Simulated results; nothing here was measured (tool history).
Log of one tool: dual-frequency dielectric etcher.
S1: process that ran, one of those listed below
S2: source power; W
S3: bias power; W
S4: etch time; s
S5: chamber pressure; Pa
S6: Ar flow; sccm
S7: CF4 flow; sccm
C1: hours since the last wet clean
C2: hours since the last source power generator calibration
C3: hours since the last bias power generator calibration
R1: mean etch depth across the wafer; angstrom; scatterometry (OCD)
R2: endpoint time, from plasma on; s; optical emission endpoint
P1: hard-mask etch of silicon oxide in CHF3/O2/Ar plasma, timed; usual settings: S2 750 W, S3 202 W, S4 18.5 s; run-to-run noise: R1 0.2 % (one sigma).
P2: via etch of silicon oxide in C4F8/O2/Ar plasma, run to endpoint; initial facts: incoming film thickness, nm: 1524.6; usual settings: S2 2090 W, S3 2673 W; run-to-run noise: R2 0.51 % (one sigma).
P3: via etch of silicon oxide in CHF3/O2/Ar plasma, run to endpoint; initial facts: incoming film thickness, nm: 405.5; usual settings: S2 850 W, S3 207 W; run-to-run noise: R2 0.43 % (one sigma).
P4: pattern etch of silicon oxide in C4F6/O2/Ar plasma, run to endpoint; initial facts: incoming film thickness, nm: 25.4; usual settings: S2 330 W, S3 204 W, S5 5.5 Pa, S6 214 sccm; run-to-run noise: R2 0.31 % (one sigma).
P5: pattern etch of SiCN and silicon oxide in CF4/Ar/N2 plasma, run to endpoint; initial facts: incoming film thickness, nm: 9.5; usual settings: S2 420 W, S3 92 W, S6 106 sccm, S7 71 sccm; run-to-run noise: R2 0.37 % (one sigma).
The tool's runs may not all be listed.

run 1 day=0.646 | S1=P1 S2=750 S3=202 S4=18.5 | C1=314.0 C2=840.0 C3=879.4 | R1=412.88
run 2 day=1.267 | S1=P2 S2=1570 S3=2673 | C1=328.9 C2=854.9 C3=894.3 | R2=306.7100
run 3 day=1.771 | S1=P4 S2=330 S3=204 S5=5.5 S6=129 | C1=341.0 C2=867.0 C3=906.4 | R2=7.9342
run 4 day=2.479 | S1=P1 S2=750 S3=249 S4=10.5 | C1=358.0 C2=884.0 C3=923.4 | R1=251.98
run 5 day=3.050 | S1=P4 S2=330 S3=204 S5=5.5 S6=214 | C1=371.7 C2=897.7 C3=937.1 | R2=8.3467
run 6 day=3.458 | S1=P1 S2=460 S3=202 S4=18.5 | C1=381.5 C2=907.5 C3=946.9 | R1=342.37
run 7 day=3.875 | S1=P5 S2=420 S3=92 S6=106 S7=71 | C1=391.5 C2=917.5 C3=956.9 | R2=10.7180
run 8 day=4.608 | S1=P4 S2=330 S3=126 S5=5.5 S6=214 | C1=409.1 C2=935.1 C3=974.5 | R2=9.6950
run 9 day=4.942 | S1=P1 S2=750 S3=202 S4=18.5 | C1=417.1 C2=943.1 C3=982.5 | R1=412.46
run 10 day=5.529 | S1=P5 S2=420 S3=92 S6=106 S7=55 | C1=431.2 C2=957.2 C3=996.6 | R2=11.0480
run 11 day=5.946 | S1=P3 S2=850 S3=160 | C1=441.2 C2=967.2 C3=1006.6 | R2=183.1800
run 12 day=6.358 | S1=P2 S2=2090 S3=3297 | C1=451.1 C2=977.1 C3=1016.5 | R2=256.0300
run 13 day=6.933 | S1=P3 S2=680 S3=207 | C1=464.9 C2=990.9 C3=1030.3 | R2=182.6300
run 14 day=7.454 | S1=P3 S2=850 S3=207 | C1=477.4 C2=1003.4 C3=1042.8 | R2=168.6000
run 15 day=7.983 | S1=P4 S2=260 S3=204 S5=5.5 S6=214 | C1=490.1 C2=1016.1 C3=1055.5 | R2=9.1506
run 16 day=8.596 | S1=P1 S2=750 S3=202 S4=23.5 | C1=504.8 C2=1030.8 C3=1070.2 | R1=522.46
run 17 day=9.288 | S1=P1 S2=750 S3=202 S4=12.0 | C1=521.4 C2=1047.4 C3=1086.8 | R1=266.93
run 18 day=9.854 | S1=P1 S2=750 S3=202 S4=18.5 | C1=535.0 C2=1061.0 C3=1100.4 | R1=412.09
run 19 day=10.542 | S1=P5 S2=420 S3=111 S6=106 S7=71 | C1=551.5 C2=1077.5 C3=1116.9 | R2=9.9902
run 20 day=11.246 | S1=P1 S2=1000 S3=133 S4=18.5 | C1=568.4 C2=1094.4 C3=1133.8 | R1=403.09
-- day=11.542 wet clean of the chamber
run 21 day=11.654 | S1=P5 S2=420 S3=92 S6=71 S7=71 | C1=2.8 C2=1104.2 C3=1143.6 | R2=10.1750
run 22 day=12.262 | S1=P1 S2=750 S3=202 S4=18.5 | C1=17.4 C2=1118.8 C3=1158.2 | R1=412.62
run 23 day=12.621 | S1=P4 S2=330 S3=204 S5=5.5 S6=214 | C1=26.0 C2=1127.4 C3=1166.8 | R2=8.3993
run 24 day=13.133 | S1=P1 S2=750 S3=140 S4=18.5 | C1=38.3 C2=1139.7 C3=1179.1 | R1=366.88
run 25 day=13.817 | S1=P5 S2=320 S3=92 S6=106 S7=71 | C1=54.7 C2=1156.1 C3=1195.5 | R2=13.5150
run 26 day=14.450 | S1=P1 S2=920 S3=202 S4=18.5 | C1=69.9 C2=1171.3 C3=1210.7 | R1=446.63
run 27 day=14.850 | S1=P1 S2=750 S3=256 S4=10.5 | C1=79.5 C2=1180.9 C3=1220.3 | R1=254.09
run 28 day=15.521 | S1=P4 S2=330 S3=204 S5=4.4 S6=214 | C1=95.6 C2=1197.0 C3=1236.4 | R2=8.1887
run 29 day=15.867 | S1=P1 S2=750 S3=202 S4=18.5 | C1=103.9 C2=1205.3 C3=1244.7 | R1=413.29
run 30 day=16.579 | S1=P3 S2=850 S3=207 | C1=121.0 C2=1222.4 C3=1261.8 | R2=168.1000
run 31 day=17.079 | S1=P1 S2=750 S3=281 S4=18.5 | C1=133.0 C2=1234.4 C3=1273.8 | R1=462.96
run 32 day=17.496 | S1=P2 S2=2090 S3=2673 | C1=143.0 C2=1244.4 C3=1283.8 | R2=272.9400
run 33 day=18.096 | S1=P1 S2=750 S3=202 S4=18.5 | C1=157.4 C2=1258.8 C3=1298.2 | R1=411.09
run 34 day=18.792 | S1=P1 S2=750 S3=202 S4=18.5 | C1=174.1 C2=1275.5 C3=1314.9 | R1=412.83
run 35 day=19.183 | S1=P1 S2=750 S3=202 S4=18.5 | C1=183.5 C2=1284.9 C3=1324.3 | R1=410.24
run 36 day=19.883 | S1=P1 S2=750 S3=202 S4=18.5 | C1=200.3 C2=1301.7 C3=1341.1 | R1=408.21
run 37 day=20.533 | S1=P1 S2=750 S3=202 S4=18.5 | C1=215.9 C2=1317.3 C3=1356.7 | R1=407.75
run 38 day=21.188 | S1=P1 S2=750 S3=202 S4=18.5 | C1=231.6 C2=1333.0 C3=1372.4 | R1=407.69
-- day=21.442 wet clean of the chamber
run 39 day=21.842 | S1=P1 S2=750 S3=202 S4=18.5 | C1=9.7 C2=1348.7 C3=1388.1 | R1=405.17
run 40 day=22.283 | S1=P1 S2=750 S3=202 S4=18.5 | C1=20.3 C2=1359.3 C3=1398.7 | R1=406.47
run 41 day=22.912 | S1=P1 S2=750 S3=202 S4=18.5 | C1=35.4 C2=1374.4 C3=1413.8 | R1=406.36
run 42 day=23.617 | S1=P1 S2=750 S3=202 S4=18.5 | C1=52.3 C2=1391.3 C3=1430.7 | R1=404.57

Something has made what P1 gives creep away from where it was; the 2 causes below, each at its own stated size, fit the log equally well:
A: source power that arrives under what is set, % = 4.07
B: bias power that arrives under what is set, % = 4.59
Creep in the process output first set in at about day 18.792.
Why every other cause is out:
chamber walls in a state that lowers the etch rate, %: was serviced at day 21.442, once the creep was under way, yet the earlier output never came back

4 check runs are offered, each on 2 wafers whose results are averaged, their results left as question marks. Which one tells the causes apart?
run check 1 day=24.321 | S1=P2 S2=1620 S3=2673 | R2=?
run check 2 day=24.321 | S1=P3 S2=720 S3=169 | R2=?
run check 3 day=24.321 | S1=P4 S2=280 S3=204 S5=5.5 S6=135 | R2=?
run check 4 day=24.321 | S1=P5 S2=420 S3=92 S6=76 S7=71 | R2=?

What every check run would give for each of its results, assuming each possible cause in turn:
check=check_1 result=R2 if_A=308.5300 if_B=307.9700
check=check_2 result=R2 if_A=195.0400 if_B=194.9000
check=check_3 result=R2 if_A=8.6022 if_B=8.5988
check=check_4 result=R2 if_A=10.6300 if_B=10.4130
Smallest distance between any two causes, each pair judged by its most separating result, in per cent: check 1 0.18 %; check 2 0.07 %; check 3 0.04 %; check 4 2.06 %
Only check 4 tells the causes apart: in the others they would give nearly the same result.

Here is what check 4 returned: R2 10.6360 s. Which cause is it?

It is A: source power that arrives under what is set, %.
